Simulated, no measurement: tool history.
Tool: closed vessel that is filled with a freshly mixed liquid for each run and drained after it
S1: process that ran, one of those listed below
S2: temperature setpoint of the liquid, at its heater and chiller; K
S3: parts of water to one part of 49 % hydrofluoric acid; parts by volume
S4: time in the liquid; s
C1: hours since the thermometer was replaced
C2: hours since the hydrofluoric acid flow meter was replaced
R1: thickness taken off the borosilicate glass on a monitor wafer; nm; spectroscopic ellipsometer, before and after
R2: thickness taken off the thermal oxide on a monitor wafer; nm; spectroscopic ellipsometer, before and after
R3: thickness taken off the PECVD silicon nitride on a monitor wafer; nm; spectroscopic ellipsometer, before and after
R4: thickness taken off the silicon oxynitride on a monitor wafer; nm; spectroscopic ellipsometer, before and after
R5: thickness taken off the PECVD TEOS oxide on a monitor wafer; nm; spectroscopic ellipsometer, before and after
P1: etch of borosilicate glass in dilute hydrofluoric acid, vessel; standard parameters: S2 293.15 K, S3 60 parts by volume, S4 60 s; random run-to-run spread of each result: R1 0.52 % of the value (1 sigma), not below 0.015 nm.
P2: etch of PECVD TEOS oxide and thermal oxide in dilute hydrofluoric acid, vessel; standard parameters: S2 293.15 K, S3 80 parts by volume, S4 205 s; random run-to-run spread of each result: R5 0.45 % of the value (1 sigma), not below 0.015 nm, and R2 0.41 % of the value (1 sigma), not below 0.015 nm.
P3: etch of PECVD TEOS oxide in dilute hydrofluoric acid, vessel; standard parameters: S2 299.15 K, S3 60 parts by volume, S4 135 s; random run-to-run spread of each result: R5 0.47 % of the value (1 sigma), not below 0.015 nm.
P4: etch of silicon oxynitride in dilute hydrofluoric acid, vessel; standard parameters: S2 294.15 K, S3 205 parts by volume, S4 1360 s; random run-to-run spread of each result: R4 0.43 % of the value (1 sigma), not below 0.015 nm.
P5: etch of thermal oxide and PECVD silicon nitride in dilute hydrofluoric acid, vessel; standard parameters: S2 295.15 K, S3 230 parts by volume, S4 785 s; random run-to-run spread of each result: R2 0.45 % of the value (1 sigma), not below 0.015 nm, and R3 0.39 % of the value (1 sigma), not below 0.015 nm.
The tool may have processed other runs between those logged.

Run 1, hour 11.3: S1 P1, S2 293.15 K, S3 60 parts by volume, S4 60 s; C1 1314.9; C2 167.1. Result: R1 28.288 nm.
Run 2, hour 20.1: S1 P5, S2 295.15 K, S3 230 parts by volume, S4 785 s; C1 1323.7; C2 175.9. Result: R2 13.189 nm, R3 8.6576 nm.
Run 3, hour 32.3: S1 P1, S2 293.15 K, S3 60 parts by volume, S4 30 s; C1 1335.9; C2 188.1. Result: R1 14.296 nm.
Run 4, hour 40.8: S1 P4, S2 294.15 K, S3 205 parts by volume, S4 1360 s; C1 1344.4; C2 196.6. Result: R4 25.412 nm.
Run 5, hour 60.3: S1 P1, S2 290.15 K, S3 60 parts by volume, S4 60 s; C1 1363.9; C2 216.1. Result: R1 24.996 nm.
Run 6, hour 75.7: S1 P3, S2 299.15 K, S3 60 parts by volume, S4 40 s; C1 1379.3; C2 231.5. Result: R5 14.23 nm.
Run 7, hour 89.4: S1 P5, S2 295.15 K, S3 230 parts by volume, S4 785 s; C1 1393; C2 245.2. Result: R2 13.117 nm, R3 8.6483 nm.
Run 8, hour 98.2: S1 P2, S2 297.15 K, S3 80 parts by volume, S4 205 s; C1 1401.8; C2 254. Result: R2 12.301 nm, R5 21.965 nm.
Run 9, hour 113: S1 P4, S2 298.65 K, S3 205 parts by volume, S4 1360 s; C1 1416.6; C2 268.8. Result: R4 31.563 nm.
Run 10, hour 126.1: S1 P1, S2 293.15 K, S3 85 parts by volume, S4 60 s; C1 1429.7; C2 281.9. Result: R1 19.52 nm.
Run 11, hour 136.1: S1 P1, S2 290.15 K, S3 60 parts by volume, S4 30 s; C1 1439.7; C2 291.9. Result: R1 12.537 nm.
Run 12, hour 148.3: S1 P3, S2 299.15 K, S3 60 parts by volume, S4 135 s; C1 1451.9; C2 304.1. Result: R5 47.863 nm.
Run 13, hour 160.8: S1 P1, S2 299.15 K, S3 60 parts by volume, S4 60 s; C1 1464.4; C2 316.6. Result: R1 36.221 nm.
Run 14, hour 175.2: S1 P3, S2 299.15 K, S3 90 parts by volume, S4 135 s; C1 1478.8; C2 331. Result: R5 31.157 nm.
Run 15, hour 186.6: S1 P5, S2 295.15 K, S3 230 parts by volume, S4 1190 s; C1 1490.2; C2 342.4. Result: R2 19.757 nm, R3 13.055 nm.
Run 16, hour 196.3: S1 P5, S2 295.15 K, S3 130 parts by volume, S4 785 s; C1 1499.9; C2 352.1. Result: R2 25.718 nm, R3 15.172 nm.
Run 17, hour 215.6: S1 P1, S2 293.15 K, S3 20 parts by volume, S4 30 s; C1 1519.2; C2 371.4. Result: R1 44.531 nm.
Run 18, hour 234.5: S1 P2, S2 293.15 K, S3 80 parts by volume, S4 30 s; C1 1538.1; C2 390.3. Result: R2 1.5606 nm, R5 2.725 nm.
Run 19, hour 243.3: S1 P3, S2 306.65 K, S3 60 parts by volume, S4 135 s; C1 1546.9; C2 399.1. Result: R5 63.928 nm.
Run 20, hour 258.5: S1 P1, S2 293.15 K, S3 60 parts by volume, S4 60 s; C1 1562.1; C2 414.3. Result: R1 28.409 nm.
Run 21, hour 270.2: S1 P1, S2 293.15 K, S3 60 parts by volume, S4 60 s; C1 1573.8; C2 426. Result: R1 28.144 nm.
Run 22, hour 289.5: S1 P1, S2 293.15 K, S3 60 parts by volume, S4 60 s; C1 1593.1; C2 445.3. Result: R1 28.415 nm.
At hour 297.5: hydrofluoric acid flow meter replaced.
Run 23, hour 307.7: S1 P1, S2 293.15 K, S3 60 parts by volume, S4 60 s; C1 1611.3; C2 10.3. Result: R1 28.258 nm.
Run 24, hour 325: S1 P1, S2 293.15 K, S3 60 parts by volume, S4 95 s; C1 1628.6; C2 27.6. Result: R1 44.97 nm.
Run 25, hour 337: S1 P1, S2 293.15 K, S3 20 parts by volume, S4 60 s; C1 1640.6; C2 39.6. Result: R1 88.772 nm.
Run 26, hour 353: S1 P4, S2 294.15 K, S3 205 parts by volume, S4 2585 s; C1 1656.6; C2 55.6. Result: R4 48.624 nm.
Run 27, hour 368.7: S1 P1, S2 293.15 K, S3 60 parts by volume, S4 60 s; C1 1672.3; C2 71.3. Result: R1 28.518 nm.
Run 28, hour 384.1: S1 P2, S2 293.15 K, S3 140 parts by volume, S4 205 s; C1 1687.7; C2 86.7. Result: R2 5.6031 nm, R5 10.07 nm.
Run 29, hour 393.3: S1 P1, S2 293.15 K, S3 60 parts by volume, S4 60 s; C1 1696.9; C2 95.9. Result: R1 28.305 nm.
Run 30, hour 411.9: S1 P2, S2 293.15 K, S3 80 parts by volume, S4 205 s; C1 1715.5; C2 114.5. Result: R2 10.395 nm, R5 18.873 nm.
Run 31, hour 430.9: S1 P5, S2 290.15 K, S3 230 parts by volume, S4 785 s; C1 1734.5; C2 133.5. Result: R2 10.902 nm, R3 6.1935 nm.
Run 32, hour 445.6: S1 P2, S2 293.15 K, S3 80 parts by volume, S4 205 s; C1 1749.2; C2 148.2. Result: R2 10.355 nm, R5 18.724 nm.
Run 33, hour 459: S1 P4, S2 294.15 K, S3 280 parts by volume, S4 1360 s; C1 1762.6; C2 161.6. Result: R4 17.746 nm.

Predict the results of run 34:
Run 34, hour 477.7: S1 P1, S2 293.15 K, S3 60 parts by volume, S4 60 s; C1 1781.3; C2 180.3. Result: R1 ?.

R1: 28.458 nm

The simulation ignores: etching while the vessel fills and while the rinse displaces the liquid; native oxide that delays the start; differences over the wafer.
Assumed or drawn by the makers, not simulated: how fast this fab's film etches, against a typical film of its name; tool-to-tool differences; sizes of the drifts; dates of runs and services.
